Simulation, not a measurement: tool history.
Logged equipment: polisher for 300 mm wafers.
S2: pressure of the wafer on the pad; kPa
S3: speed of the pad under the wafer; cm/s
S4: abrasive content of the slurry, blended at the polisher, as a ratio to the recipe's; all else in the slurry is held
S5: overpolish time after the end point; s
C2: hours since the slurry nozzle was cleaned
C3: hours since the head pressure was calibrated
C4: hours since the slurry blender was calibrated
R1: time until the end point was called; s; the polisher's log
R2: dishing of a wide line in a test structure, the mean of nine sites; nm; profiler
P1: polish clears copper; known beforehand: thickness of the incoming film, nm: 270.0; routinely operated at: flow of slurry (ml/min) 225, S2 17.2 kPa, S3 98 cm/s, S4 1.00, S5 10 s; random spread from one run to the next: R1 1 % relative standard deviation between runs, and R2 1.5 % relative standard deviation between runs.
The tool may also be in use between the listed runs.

{"run": 1, "hour": 5.1, "flow of slurry (ml/min)": 225, "S2": 17.2, "S3": 98, "S4": 1.0, "S5": 10, "wafers polished on this pad": 348, "C2": 76.9, "C3": 353.0, "C4": 301.0, "R1": 114.84, "R2": 17.911}
{"run": 2, "hour": 10.3, "flow of slurry (ml/min)": 225, "S2": 17.2, "S3": 98, "S4": 1.0, "S5": 10, "wafers polished on this pad": 390, "C2": 82.1, "C3": 358.2, "C4": 306.2, "R1": 113.05, "R2": 17.935}
{"run": 3, "hour": 19.1, "flow of slurry (ml/min)": 225, "S2": 17.2, "S3": 98, "S4": 1.0, "S5": 10, "wafers polished on this pad": 462, "C2": 90.9, "C3": 367.0, "C4": 315.0, "R1": 112.84, "R2": 18.219}
{"run": 4, "hour": 27.4, "flow of slurry (ml/min)": 135, "S2": 17.2, "S3": 98, "S4": 1.0, "S5": 10, "wafers polished on this pad": 530, "C2": 99.2, "C3": 375.3, "C4": 323.3, "R1": 122.16, "R2": 16.163}
{"run": 5, "hour": 31.5, "flow of slurry (ml/min)": 225, "S2": 26.9, "S3": 98, "S4": 0.8, "S5": 10, "wafers polished on this pad": 563, "C2": 103.3, "C3": 379.4, "C4": 327.4, "R1": 74.888, "R2": 25.462}
{"run": 6, "hour": 36.5, "flow of slurry (ml/min)": 225, "S2": 17.2, "S3": 98, "S4": 1.0, "S5": 10, "wafers polished on this pad": 604, "C2": 108.3, "C3": 384.4, "C4": 332.4, "R1": 114.31, "R2": 17.415}
{"run": 7, "hour": 44.2, "flow of slurry (ml/min)": 225, "S2": 17.2, "S3": 152, "S4": 1.0, "S5": 10, "wafers polished on this pad": 667, "C2": 116.0, "C3": 392.1, "C4": 340.1, "R1": 72.778, "R2": 25.505}
{"run": 8, "hour": 51.7, "flow of slurry (ml/min)": 225, "S2": 7.6, "S3": 98, "S4": 1.0, "S5": 10, "wafers polished on this pad": 728, "C2": 123.5, "C3": 399.6, "C4": 347.6, "R1": 257.11, "R2": 7.972}
{"run": 9, "hour": 55.8, "flow of slurry (ml/min)": 225, "S2": 17.2, "S3": 98, "S4": 1.3, "S5": 10, "wafers polished on this pad": 762, "C2": 127.6, "C3": 403.7, "C4": 351.7, "R1": 104.47, "R2": 18.653}
{"run": 10, "hour": 62.0, "flow of slurry (ml/min)": 330, "S2": 17.2, "S3": 98, "S4": 1.0, "S5": 10, "wafers polished on this pad": 812, "C2": 133.8, "C3": 409.9, "C4": 357.9, "R1": 109.88, "R2": 18.587}
{"run": 11, "hour": 69.5, "flow of slurry (ml/min)": 225, "S2": 17.2, "S3": 98, "S4": 1.0, "S5": 3, "wafers polished on this pad": 873, "C2": 141.3, "C3": 417.4, "C4": 365.4, "R1": 113.69, "R2": 5.6331}
{"run": 12, "hour": 75.3, "flow of slurry (ml/min)": 225, "S2": 17.2, "S3": 98, "S4": 1.0, "S5": 10, "wafers polished on this pad": 921, "C2": 147.1, "C3": 423.2, "C4": 371.2, "R1": 115.32, "R2": 17.469}
{"hour": 77.7, "done": "slurry nozzle cleaned"}
{"run": 13, "hour": 81.7, "flow of slurry (ml/min)": 225, "S2": 17.2, "S3": 46, "S4": 1.0, "S5": 10, "wafers polished on this pad": 973, "C2": 4.0, "C3": 429.6, "C4": 377.6, "R1": 240.19, "R2": 8.6044}
{"hour": 84.9, "done": "head pressure recalibrated"}
{"run": 14, "hour": 86.1, "flow of slurry (ml/min)": 225, "S2": 17.2, "S3": 98, "S4": 1.0, "S5": 17, "wafers polished on this pad": 1009, "C2": 8.4, "C3": 1.3, "C4": 382.0, "R1": 113.58, "R2": 28.342}
{"run": 15, "hour": 91.4, "flow of slurry (ml/min)": 225, "S2": 17.2, "S3": 98, "S4": 0.55, "S5": 10, "wafers polished on this pad": 1052, "C2": 13.7, "C3": 6.6, "C4": 387.3, "R1": 127.45, "R2": 15.638}
{"run": 16, "hour": 97.4, "flow of slurry (ml/min)": 225, "S2": 26.2, "S3": 98, "S4": 1.0, "S5": 10, "wafers polished on this pad": 1101, "C2": 19.7, "C3": 12.6, "C4": 393.3, "R1": 74.168, "R2": 25.967}
{"run": 17, "hour": 105.8, "flow of slurry (ml/min)": 225, "S2": 17.2, "S3": 98, "S4": 1.0, "S5": 10, "wafers polished on this pad": 1170, "C2": 28.1, "C3": 21.0, "C4": 401.7, "R1": 112.2, "R2": 17.817}
{"run": 18, "hour": 110.6, "flow of slurry (ml/min)": 225, "S2": 17.2, "S3": 98, "S4": 1.0, "S5": 10, "wafers polished on this pad": 1209, "C2": 32.9, "C3": 25.8, "C4": 406.5, "R1": 113.26, "R2": 17.472}

Run 19 has not been measured yet. What should we expect?
{"run": 19, "hour": 118.6, "flow of slurry (ml/min)": 225, "S2": 17.2, "S3": 98, "S4": 1.0, "S5": 10, "wafers polished on this pad": 1274, "C2": 40.9, "C3": 33.8, "C4": 414.5, "R1": "?", "R2": "?"}

Run 19 gave R1 117.490 s, R2 16.9570 nm.
